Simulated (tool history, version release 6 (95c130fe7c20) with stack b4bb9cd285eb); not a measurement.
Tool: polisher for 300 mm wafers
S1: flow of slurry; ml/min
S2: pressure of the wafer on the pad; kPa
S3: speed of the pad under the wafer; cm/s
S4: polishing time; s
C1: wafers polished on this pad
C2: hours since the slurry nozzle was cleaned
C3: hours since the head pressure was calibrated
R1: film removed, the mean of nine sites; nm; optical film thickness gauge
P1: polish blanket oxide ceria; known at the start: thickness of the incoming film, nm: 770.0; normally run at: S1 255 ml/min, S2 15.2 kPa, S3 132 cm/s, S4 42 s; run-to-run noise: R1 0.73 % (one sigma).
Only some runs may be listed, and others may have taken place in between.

| run | day | S1 | S2 | S3 | S4 | C1 | C2 | C3 | R1 |
|---|---|---|---|---|---|---|---|---|---|
| 1 | 0.392 | 255 | 15.2 | 132 | 42 | 433 | 104.9 | 578.8 | 187.040 |
| 2 | 0.862 | 255 | 15.2 | 132 | 66 | 540 | 116.2 | 590.1 | 289.310 |
| 3 | 1.321 | 255 | 22.8 | 96 | 42 | 644 | 127.2 | 601.1 | 202.450 |
| 4 | 1.833 | 255 | 15.2 | 132 | 42 | 760 | 139.5 | 613.4 | 185.490 |
| 5 | 2.333 | 255 | 18.6 | 184 | 42 | 874 | 151.5 | 625.4 | 320.350 |
|  | 2.675 | head pressure recalibrated |
| 6 | 2.733 | 255 | 15.2 | 132 | 42 | 965 | 161.1 | 1.4 | 186.650 |
| 7 | 3.233 | 255 | 6.9 | 132 | 42 | 1079 | 173.1 | 13.4 | 84.029 |
| 8 | 3.542 | 255 | 15.2 | 132 | 19 | 1149 | 180.5 | 20.8 | 84.032 |
|  | 3.917 | worn pad replaced by a new one |
| 9 | 4.104 | 350 | 15.2 | 132 | 42 | 43 | 194.0 | 34.3 | 192.970 |
| 10 | 4.604 | 255 | 15.2 | 60 | 42 | 156 | 206.0 | 46.3 | 84.304 |
| 11 | 5.117 | 255 | 15.2 | 132 | 42 | 273 | 218.3 | 58.6 | 185.530 |
| 12 | 5.588 | 255 | 15.2 | 186 | 42 | 380 | 229.6 | 69.9 | 266.350 |
| 13 | 6.221 | 255 | 15.2 | 132 | 42 | 524 | 244.8 | 85.1 | 184.760 |
| 14 | 6.529 | 255 | 22.1 | 132 | 42 | 594 | 252.2 | 92.5 | 270.330 |
| 15 | 7.092 | 155 | 15.2 | 132 | 42 | 722 | 265.7 | 106.0 | 176.870 |
| 16 | 7.667 | 255 | 15.2 | 132 | 42 | 853 | 279.5 | 119.8 | 185.910 |
| 17 | 8.125 | 255 | 15.2 | 132 | 42 | 957 | 290.5 | 130.8 | 182.150 |
| 18 | 8.458 | 255 | 15.2 | 132 | 42 | 1033 | 298.5 | 138.8 | 182.050 |
| 19 | 8.800 | 255 | 15.2 | 132 | 42 | 1110 | 306.7 | 147.0 | 181.610 |
| 20 | 9.283 | 255 | 15.2 | 132 | 42 | 1220 | 318.3 | 158.6 | 179.440 |
| 21 | 9.662 | 255 | 15.2 | 132 | 42 | 1306 | 327.4 | 167.7 | 179.520 |
| 22 | 10.133 | 255 | 15.2 | 132 | 42 | 1413 | 338.7 | 179.0 | 178.520 |
|  | 10.179 | worn pad replaced by a new one |
| 23 | 10.554 | 255 | 15.2 | 132 | 42 | 86 | 348.8 | 189.1 | 178.670 |
| 24 | 11.204 | 255 | 15.2 | 132 | 42 | 233 | 364.4 | 204.7 | 180.280 |
| 25 | 11.612 | 255 | 15.2 | 132 | 42 | 326 | 374.2 | 214.5 | 179.260 |
| 26 | 11.996 | 255 | 15.2 | 132 | 42 | 413 | 383.4 | 223.7 | 178.180 |

The log shows P1 creeping away from where it was. Any of the 2 causes listed here, at the size stated for it, fits the log just as well as the others:
A: slurry flow missing at the pad, % = 31.3
B: head's pressure below its setpoint, % = 4.64
Creep in the process output first set in at about day 7.667.
Each remaining cause and why it is not a fit:
removal rate lost through wear of the pad, %: serviced at day 10.179, after the change had begun; the process did not return to its earlier output

Each of the check runs listed below is run on 5 wafers and reports their average, with the results left as question marks. Pick the one under which the possible causes would lead to clearly different results.
| check 1 | 12.379 | 255 | 21.4 | 132 | 58 |  |  |  | ? |
| check 2 | 12.379 | 255 | 15.2 | 78 | 42 |  |  |  | ? |
| check 3 | 12.379 | 155 | 15.2 | 132 | 42 |  |  |  | ? |
| check 4 | 12.379 | 255 | 11.0 | 132 | 22 |  |  |  | ? |

Predicted outcomes, by check and by cause:
| check | result | if A | if B |
|---|---|---|---|
| check 1 | R1 | 345.670 | 345.660 |
| check 2 | R1 | 104.970 | 104.970 |
| check 3 | R1 | 161.580 | 166.140 |
| check 4 | R1 | 67.674 | 67.670 |
Minimum pairwise separation of causes per check, each pair taken at its best-separating result: check 1 0 %; check 2 0 %; check 3 2.78 %; check 4 0 %
Only check 3 tells the causes apart: in the others they would give nearly the same result.

Check 3 has now been run. It gave: R1 162.140 nm. Which of the candidate causes is it?

Of the candidate causes, it is A: slurry flow missing at the pad, %.
